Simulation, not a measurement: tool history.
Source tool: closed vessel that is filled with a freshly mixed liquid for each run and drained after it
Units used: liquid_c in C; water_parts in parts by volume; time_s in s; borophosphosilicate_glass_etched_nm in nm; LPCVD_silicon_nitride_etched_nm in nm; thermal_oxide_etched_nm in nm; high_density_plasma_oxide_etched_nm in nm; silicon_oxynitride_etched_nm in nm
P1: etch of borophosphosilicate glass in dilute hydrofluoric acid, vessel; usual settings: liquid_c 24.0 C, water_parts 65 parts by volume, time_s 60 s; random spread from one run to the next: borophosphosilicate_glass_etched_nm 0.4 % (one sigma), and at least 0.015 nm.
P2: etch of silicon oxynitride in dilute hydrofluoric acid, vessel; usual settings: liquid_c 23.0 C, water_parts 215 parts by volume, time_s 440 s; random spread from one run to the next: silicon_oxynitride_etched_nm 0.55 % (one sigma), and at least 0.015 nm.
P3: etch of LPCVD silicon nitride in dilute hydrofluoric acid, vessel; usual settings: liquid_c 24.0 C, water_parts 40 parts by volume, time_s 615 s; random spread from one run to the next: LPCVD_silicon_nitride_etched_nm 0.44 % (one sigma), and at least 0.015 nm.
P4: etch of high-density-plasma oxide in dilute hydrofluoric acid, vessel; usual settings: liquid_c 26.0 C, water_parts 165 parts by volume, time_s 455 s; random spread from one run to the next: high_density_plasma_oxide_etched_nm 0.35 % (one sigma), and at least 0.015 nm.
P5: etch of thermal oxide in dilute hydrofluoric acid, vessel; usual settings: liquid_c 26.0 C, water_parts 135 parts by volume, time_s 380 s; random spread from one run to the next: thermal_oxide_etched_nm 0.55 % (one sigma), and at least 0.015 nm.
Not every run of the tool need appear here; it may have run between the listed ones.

| run | hour | process | liquid_c | water_parts | time_s | borophosphosilicate_glass_etched_nm | LPCVD_silicon_nitride_etched_nm | thermal_oxide_etched_nm | high_density_plasma_oxide_etched_nm | silicon_oxynitride_etched_nm |
|---|---|---|---|---|---|---|---|---|---|---|
| 1 | 6.4 | P1 | 24.0 | 65 | 60 | 44.347 |  |  |  |  |
| 2 | 12.0 | P3 | 19.5 | 40 | 615 |  | 5.1644 |  |  |  |
| 3 | 18.6 | P3 | 24.0 | 70 | 615 |  | 4.0785 |  |  |  |
| 4 | 22.2 | P5 | 26.0 | 195 | 380 |  |  | 8.6996 |  |  |
| 5 | 25.4 | P4 | 26.0 | 255 | 455 |  |  |  | 14.3610 |  |
| 6 | 28.9 | P1 | 24.0 | 105 | 60 | 26.086 |  |  |  |  |
| 7 | 32.1 | P4 | 18.0 | 165 | 455 |  |  |  | 17.9650 |  |
| 8 | 38.1 | P1 | 24.0 | 85 | 30 | 16.586 |  |  |  |  |
| 9 | 42.1 | P1 | 30.0 | 65 | 60 | 56.325 |  |  |  |  |
| 10 | 47.5 | P1 | 17.0 | 65 | 60 | 33.077 |  |  |  |  |
| 11 | 50.6 | P1 | 24.0 | 65 | 60 | 44.422 |  |  |  |  |
| 12 | 55.1 | P1 | 24.0 | 65 | 115 | 84.948 |  |  |  |  |
| 13 | 59.4 | P5 | 22.0 | 135 | 380 |  |  | 11.5370 |  |  |
| 14 | 63.8 | P1 | 24.0 | 65 | 60 | 44.322 |  |  |  |  |
| 15 | 68.8 | P3 | 24.0 | 40 | 615 |  | 6.9911 |  |  |  |
| 16 | 75.2 | P4 | 26.0 | 165 | 455 |  |  |  | 24.4680 |  |
| 17 | 80.4 | P3 | 24.0 | 40 | 1215 |  | 13.9800 |  |  |  |
| 18 | 83.6 | P1 | 24.0 | 65 | 60 | 44.399 |  |  |  |  |
| 19 | 88.0 | P2 | 23.0 | 215 | 440 |  |  |  |  | 4.30490 |
| 20 | 94.7 | P4 | 26.0 | 165 | 30 |  |  |  | 1.6261 |  |
| 21 | 98.5 | P5 | 26.0 | 135 | 380 |  |  | 13.4760 |  |  |
| 22 | 101.5 | P1 | 24.0 | 65 | 60 | 44.252 |  |  |  |  |
| 23 | 106.7 | P5 | 26.0 | 135 | 200 |  |  | 7.1312 |  |  |
| 24 | 112.2 | P2 | 17.0 | 215 | 440 |  |  |  |  | 3.26570 |
| 25 | 117.4 | P5 | 26.0 | 135 | 380 |  |  | 13.5830 |  |  |
| 26 | 120.7 | P2 | 23.0 | 55 | 440 |  |  |  |  | 19.02300 |
| 27 | 127.3 | P3 | 24.0 | 40 | 615 |  | 7.0795 |  |  |  |
| 28 | 131.3 | P1 | 24.0 | 65 | 30 | 22.375 |  |  |  |  |
| 29 | 134.4 | P2 | 23.0 | 215 | 95 |  |  |  |  | 0.91339 |
| 30 | 139.8 | P1 | 24.0 | 65 | 60 | 44.046 |  |  |  |  |
| 31 | 144.6 | P1 | 24.0 | 20 | 60 | 154.110 |  |  |  |  |
| 32 | 148.3 | P1 | 24.0 | 65 | 60 | 44.221 |  |  |  |  |
| 33 | 153.8 | P4 | 26.0 | 165 | 455 |  |  |  | 24.6480 |  |
| 34 | 160.4 | P1 | 24.0 | 65 | 60 | 44.252 |  |  |  |  |
| 35 | 165.1 | P1 | 24.0 | 65 | 60 | 45.517 |  |  |  |  |
| 36 | 169.3 | P1 | 24.0 | 65 | 60 | 46.420 |  |  |  |  |
| 37 | 175.6 | P1 | 24.0 | 65 | 60 | 46.949 |  |  |  |  |
| 38 | 181.5 | P1 | 24.0 | 65 | 60 | 47.280 |  |  |  |  |
| 39 | 185.0 | P1 | 24.0 | 65 | 60 | 47.614 |  |  |  |  |
| 40 | 190.3 | P1 | 24.0 | 65 | 60 | 47.922 |  |  |  |  |
| 41 | 193.2 | P1 | 24.0 | 65 | 60 | 47.840 |  |  |  |  |
| 42 | 196.1 | P1 | 24.0 | 65 | 60 | 47.431 |  |  |  |  |
| 43 | 201.9 | P1 | 24.0 | 65 | 60 | 47.243 |  |  |  |  |

P1 no longer gives what it gave before; its output has crept away from where it was. The following 2 causes, each at its listed size, fit the log equally well:
A: hydrofluoric acid flow above the setpoint (%) = 6.86
B: liquid hotter than its thermometer reads (K) = 1.79
The onset of the drift is placed at about hour 160.4.

Below are 4 check runs, each on a single wafer, with their results shown as question marks. Which of them would tell the listed causes apart, meaning the causes would give clearly different results under it?
| check 1 | 207.7 | P5 | 23.0 | 135 | 380 |  |  | ? |  |  |
| check 2 | 207.7 | P4 | 18.5 | 165 | 55 |  |  |  | ? |  |
| check 3 | 207.7 | P3 | 24.0 | 40 | 1205 |  | ? |  |  |  |
| check 4 | 207.7 | P2 | 17.0 | 215 | 440 |  |  |  |  | ? |

Check results expected under each cause:
| check | result | if A | if B |
|---|---|---|---|
| check 1 | thermal_oxide_etched_nm | 13.0460 | 12.9530 |
| check 2 | high_density_plasma_oxide_etched_nm | 2.3960 | 2.3820 |
| check 3 | LPCVD_silicon_nitride_etched_nm | 14.7430 | 15.5900 |
| check 4 | silicon_oxynitride_etched_nm | 3.51840 | 3.55370 |
How far apart the two closest causes lie, in the result that separates them most: check 1 0.71 %; check 2 0.58 %; check 3 5.59 %; check 4 1 %
Only in check 3 would the causes give clearly different results; in the remaining checks their results would be nearly the same.

Check 3 was carried out, with these results: LPCVD_silicon_nitride_etched_nm 14.8200 nm. Which of the listed causes is responsible?

The correct cause is A, namely: hydrofluoric acid flow above the setpoint (%).
